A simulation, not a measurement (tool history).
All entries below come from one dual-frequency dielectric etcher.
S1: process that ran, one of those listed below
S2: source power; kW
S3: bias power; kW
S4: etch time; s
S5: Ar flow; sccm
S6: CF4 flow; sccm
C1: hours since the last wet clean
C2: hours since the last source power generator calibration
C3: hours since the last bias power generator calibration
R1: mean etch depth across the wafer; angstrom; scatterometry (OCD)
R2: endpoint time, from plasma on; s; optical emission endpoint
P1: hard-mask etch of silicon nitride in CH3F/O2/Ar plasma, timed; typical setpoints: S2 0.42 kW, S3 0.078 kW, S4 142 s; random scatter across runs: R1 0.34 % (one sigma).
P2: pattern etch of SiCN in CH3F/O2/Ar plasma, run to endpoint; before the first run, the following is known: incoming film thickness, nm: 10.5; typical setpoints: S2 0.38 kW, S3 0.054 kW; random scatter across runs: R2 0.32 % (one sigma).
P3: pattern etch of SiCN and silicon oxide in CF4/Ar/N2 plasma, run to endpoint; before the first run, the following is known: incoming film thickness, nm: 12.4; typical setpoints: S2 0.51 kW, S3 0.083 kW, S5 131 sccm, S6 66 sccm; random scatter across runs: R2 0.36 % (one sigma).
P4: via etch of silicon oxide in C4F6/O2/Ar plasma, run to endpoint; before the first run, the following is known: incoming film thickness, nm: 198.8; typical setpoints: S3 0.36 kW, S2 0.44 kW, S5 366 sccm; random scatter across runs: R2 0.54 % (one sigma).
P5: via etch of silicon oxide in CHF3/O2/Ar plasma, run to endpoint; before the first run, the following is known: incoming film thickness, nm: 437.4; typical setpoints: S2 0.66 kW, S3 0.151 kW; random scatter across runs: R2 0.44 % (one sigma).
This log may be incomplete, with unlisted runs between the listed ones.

run	hour	S1	S2	S3	S4	S5	S6	C1	C2	C3	R1	R2
1	7.6	P1	0.42	0.078	142			166.3	1172	3016.9	1039.3	
2	21.8	P1	0.42	0.078	142			180.5	1186.2	3031.1	1037.4	
3	29.5	P2	0.38	0.054				188.2	1193.9	3038.8		31.936
4	39	P1	0.42	0.047	142			197.7	1203.4	3048.3	877.01	
5	53.4	P4	0.44	0.36		366		212.1	1217.8	3062.7		46.178
6	60.8	P1	0.42	0.078	79.5			219.5	1225.2	3070.1	584.01	
7	74.1	P3	0.51	0.11		131	66	232.8	1238.5	3083.4		11.196
8	82	P1	0.34	0.078	142			240.7	1246.4	3091.3	954.89	
9	96.7	P2	0.54	0.054				255.4	1261.1	3106		27.842
10	105.5	P4	0.29	0.36		366		264.2	1269.9	3114.8		54.555
11	113.7	P4	0.44	0.36		366		272.4	1278.1	3123		46.352
12	128.5	P1	0.54	0.078	142			287.2	1292.9	3137.8	1139.2	
13	137.9	P4	0.44	0.36		248		296.6	1302.3	3147.2		44.676
14	145.5	P1	0.42	0.078	202			304.2	1309.9	3154.8	1470.6	
15	154.4	P3	0.51	0.083		131	66	313.1	1318.8	3163.7		12.485
16	162.9	P5	0.66	0.151				321.6	1327.3	3172.2		225.9
17	170.1	P5	0.66	0.214				328.8	1334.5	3179.4		201.47
18	183.8	P1	0.28	0.101	142			342.5	1348.2	3193.1	981.71	
19	196.7	P3	0.4	0.083		131	66	355.4	1361.1	3206		15.409
20	206.6	P1	0.42	0.102	142			365.3	1371	3215.9	1138.1	
21	215.4	P1	0.42	0.078	142			374.1	1379.8	3224.7	1033.4	
22	229.3	P2	0.38	0.054				388	1393.7	3238.6		32.059
23	236.7	P1	0.42	0.078	142			395.4	1401.1	3246	1041.2	
24	250.4	P2	0.38	0.069				409.1	1414.8	3259.7		29.51
25	263.3	P4	0.44	0.454		366		422	1427.7	3272.6		42.809
26	270.5	P5	0.51	0.151				429.2	1434.9	3279.8		250.63
27	282.2	P3	0.51	0.083		88	66	440.9	1446.6	3291.5		11.777
28	293.2	P5	0.66	0.151				451.9	1457.6	3302.5		225.31
29	299.6	P1	0.57	0.078	192			458.3	1464	3308.9	1566.2	
30	311.1	P3	0.51	0.083		131	82	469.8	1475.5	3320.4		12.127
31	321.3	P1	0.42	0.078	142			480	1485.7	3330.6	1035.9	
32	328.2	P1	0.42	0.078	142			486.9	1492.6	3337.5	1038	
33	339.3	P1	0.42	0.078	142			498	1503.7	3348.6	1046.7	
34	353.1	P1	0.42	0.078	142			511.8	1517.5	3362.4	1054	
# hour 358.1: wet clean of the chamber
35	360.8	P1	0.42	0.078	142			2.7	1525.2	3370.1	1053.4	
36	370.3	P1	0.42	0.078	142			12.2	1534.7	3379.6	1052.8	
37	378	P1	0.42	0.078	142			19.9	1542.4	3387.3	1051.9	
38	390.8	P1	0.42	0.078	142			32.7	1555.2	3400.1	1057.3	

The log shows P1 creeping away from where it was. Any of the 2 causes listed here, at the size stated for it, fits the log just as well as the others:
A: bias power that arrives over what is set, % = 5
B: source power that arrives over what is set, % = 4.62
Onset of the creep was near hour 321.3.
Each remaining cause and why it is not a fit:
chamber walls in a state that raises the etch rate, %: serviced at hour 358.1, which brought nothing back

Each of the check runs listed below is run on 2 wafers and reports their average, with the results left as question marks. Pick the one under which the possible causes would lead to clearly different results.
check 1	403.6	P3	0.51	0.083		131	76					?
check 2	403.6	P5	0.66	0.21								?
check 3	403.6	P2	0.51	0.054								?
check 4	403.6	P4	0.35	0.436		366						?

What each check would give under each cause:
check	result	if A	if B
check 1	R2	11.997	11.733
check 2	R2	198.57	198.52
check 3	R2	27.998	27.954
check 4	R2	46.269	46.33
Smallest distance between any two causes, each pair judged by its most separating result, in per cent: check 1 2.22 %; check 2 0.03 %; check 3 0.16 %; check 4 0.13 %
Only check 1 tells the causes apart: in the others they would give nearly the same result.

Here is what check 1 returned: R2 11.728 s. Which cause is it?

It is B: source power that arrives over what is set, %.
